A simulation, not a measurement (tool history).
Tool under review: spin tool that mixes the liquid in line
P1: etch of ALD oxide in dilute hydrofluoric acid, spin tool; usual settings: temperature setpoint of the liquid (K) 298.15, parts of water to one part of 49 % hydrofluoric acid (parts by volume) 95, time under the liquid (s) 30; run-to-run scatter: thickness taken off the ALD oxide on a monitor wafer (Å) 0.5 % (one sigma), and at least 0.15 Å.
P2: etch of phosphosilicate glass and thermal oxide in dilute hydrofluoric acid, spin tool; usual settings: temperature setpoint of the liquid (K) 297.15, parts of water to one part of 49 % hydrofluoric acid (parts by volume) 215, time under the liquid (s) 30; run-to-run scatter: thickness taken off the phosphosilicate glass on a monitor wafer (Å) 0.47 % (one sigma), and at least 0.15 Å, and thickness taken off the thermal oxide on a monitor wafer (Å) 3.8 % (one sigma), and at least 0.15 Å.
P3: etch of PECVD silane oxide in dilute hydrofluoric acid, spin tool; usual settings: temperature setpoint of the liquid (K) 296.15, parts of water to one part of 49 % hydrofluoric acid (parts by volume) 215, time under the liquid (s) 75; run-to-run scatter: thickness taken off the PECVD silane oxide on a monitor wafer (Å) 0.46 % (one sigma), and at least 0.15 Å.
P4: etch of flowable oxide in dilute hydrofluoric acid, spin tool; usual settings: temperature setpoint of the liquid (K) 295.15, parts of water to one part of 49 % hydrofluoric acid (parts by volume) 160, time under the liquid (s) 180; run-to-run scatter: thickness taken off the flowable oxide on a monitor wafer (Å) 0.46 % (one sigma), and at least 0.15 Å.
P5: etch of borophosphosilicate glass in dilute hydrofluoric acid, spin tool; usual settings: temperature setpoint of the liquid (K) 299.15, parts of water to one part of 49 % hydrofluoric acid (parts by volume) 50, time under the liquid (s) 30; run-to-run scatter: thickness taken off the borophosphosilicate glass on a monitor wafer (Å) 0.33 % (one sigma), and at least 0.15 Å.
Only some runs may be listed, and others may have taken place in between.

run	day	process that ran	temperature setpoint of the liquid (K)	parts of water to one part of 49 % hydrofluoric acid (parts by volume)	time under the liquid (s)	hours since the thermometer was replaced	hours since the hydrofluoric acid flow meter was replaced	thickness taken off the ALD oxide on a monitor wafer (Å)	thickness taken off the borophosphosilicate glass on a monitor wafer (Å)	thickness taken off the PECVD silane oxide on a monitor wafer (Å)	thickness taken off the flowable oxide on a monitor wafer (Å)	thickness taken off the phosphosilicate glass on a monitor wafer (Å)	thickness taken off the thermal oxide on a monitor wafer (Å)
1	0.312	P1	298.15	95	30	1206.5	121	106.52					
2	0.504	P5	299.15	50	30	1211.1	125.6		300.72				
3	0.821	P1	298.15	95	15	1218.7	133.2	53.454					
4	1.017	P3	296.15	380	75	1223.4	137.9			33.868			
5	1.262	P4	295.15	160	180	1229.3	143.8				297.6		
6	1.558	P5	299.15	90	30	1236.4	150.9		158.01				
7	1.862	P4	295.15	160	180	1243.7	158.2				297.85		
8	2.254	P1	298.15	20	30	1253.1	167.6	559.72					
9	2.508	P4	290.15	160	180	1259.2	173.7				244.02		
10	2.812	P2	297.15	215	15	1266.5	181					91.852	2.9906
11	3.212	P1	304.65	95	15	1276.1	190.6	67.536					
12	3.396	P1	298.15	95	30	1280.5	195	106.11					
13	3.588	P4	295.15	160	350	1285.1	199.6				576.46		
14	3.775	P2	291.65	215	30	1289.6	204.1					150.76	4.5253
15	3.962	P5	292.15	50	30	1294.1	208.6		224.86				
16	4.192	P1	301.65	60	30	1299.6	214.1	202.46					
17	4.488	P3	296.15	215	75	1306.7	221.2			69.653			
18	4.871	P3	303.65	215	75	1315.9	230.4			91.293			
19	5.225	P1	298.15	95	30	1324.4	238.9	106.07					
20	5.583	P4	295.15	70	180	1333	247.5				754.62		
21	5.95	P2	297.15	215	30	1341.8	256.3					185.37	5.9607
22	6.254	P1	293.65	95	30	1349.1	263.6	89.511					
23	6.621	P1	298.15	175	30	1357.9	272.4	52.386					
24	6.858	P1	305.65	95	30	1363.6	278.1	142.11					
25	7.046	P2	297.15	380	30	1368.1	282.6					89.038	2.5472
26	7.446	P1	298.15	95	55	1377.7	292.2	194.64					
27	7.812	P5	299.15	50	55	1386.5	301		554.67				
28	8.033	P3	296.15	215	15	1391.8	306.3			14.153			
29	8.45	P1	298.15	95	30	1401.8	316.3	105.5					
30	8.808	P1	298.15	160	15	1410.4	324.9	28.813					
31	9.083	P1	298.15	95	30	1417	331.5	107.06					
32	9.417	P1	298.15	95	30	1425	339.5	101.38					
33	9.671	P1	298.15	95	30	1431.1	345.6	100.04					
34	10.054	P1	298.15	95	30	1440.3	354.8	97.548					
35	10.258	P1	298.15	95	30	1445.2	359.7	98.339					
36	10.546	P1	298.15	95	30	1452.1	366.6	97.802					
37	10.854	P1	298.15	95	30	1459.5	374	97.74					

The log shows P1 creeping away from where it was. Any of the 2 causes listed here, at the size stated for it, fits the log just as well as the others:
A: liquid colder than its thermometer reads (K) = 2.18
B: hydrofluoric acid flow below the setpoint (%) = 7.42
At approximately day 9.083, the process output began to creep.

Which of the 4 check runs listed below, each an average over 2 wafers with its results shown as question marks, gives clearly different results under the different listed causes?
check 1	11.162	P3	302.65	365	75					?			
check 2	11.162	P5	299.15	80	45				?				
check 3	11.162	P4	295.15	105	180						?		
check 4	11.162	P2	291.65	215	15							?	?

What each check would give under each cause:
check	result	if A	if B
check 1	thickness taken off the PECVD silane oxide on a monitor wafer (Å)	41.264	39.733
check 2	thickness taken off the borophosphosilicate glass on a monitor wafer (Å)	248.71	249.06
check 3	thickness taken off the flowable oxide on a monitor wafer (Å)	441.77	442.5
check 4	thickness taken off the phosphosilicate glass on a monitor wafer (Å)	69.052	68.559
check 4	thickness taken off the thermal oxide on a monitor wafer (Å)	2.1039	2.0889
Gap, in per cent, between the two causes that each check separates least, read from the result that separates them most: check 1 3.78 %; check 2 0.14 %; check 3 0.17 %; check 4 0.72 %
Only in check 1 would the causes give clearly different results; in the remaining checks their results would be nearly the same.

With check 1 done, the readings were: thickness taken off the PECVD silane oxide on a monitor wafer (Å) 41.207. Identify which of the listed causes applies.

The cause is A: liquid colder than its thermometer reads (K).
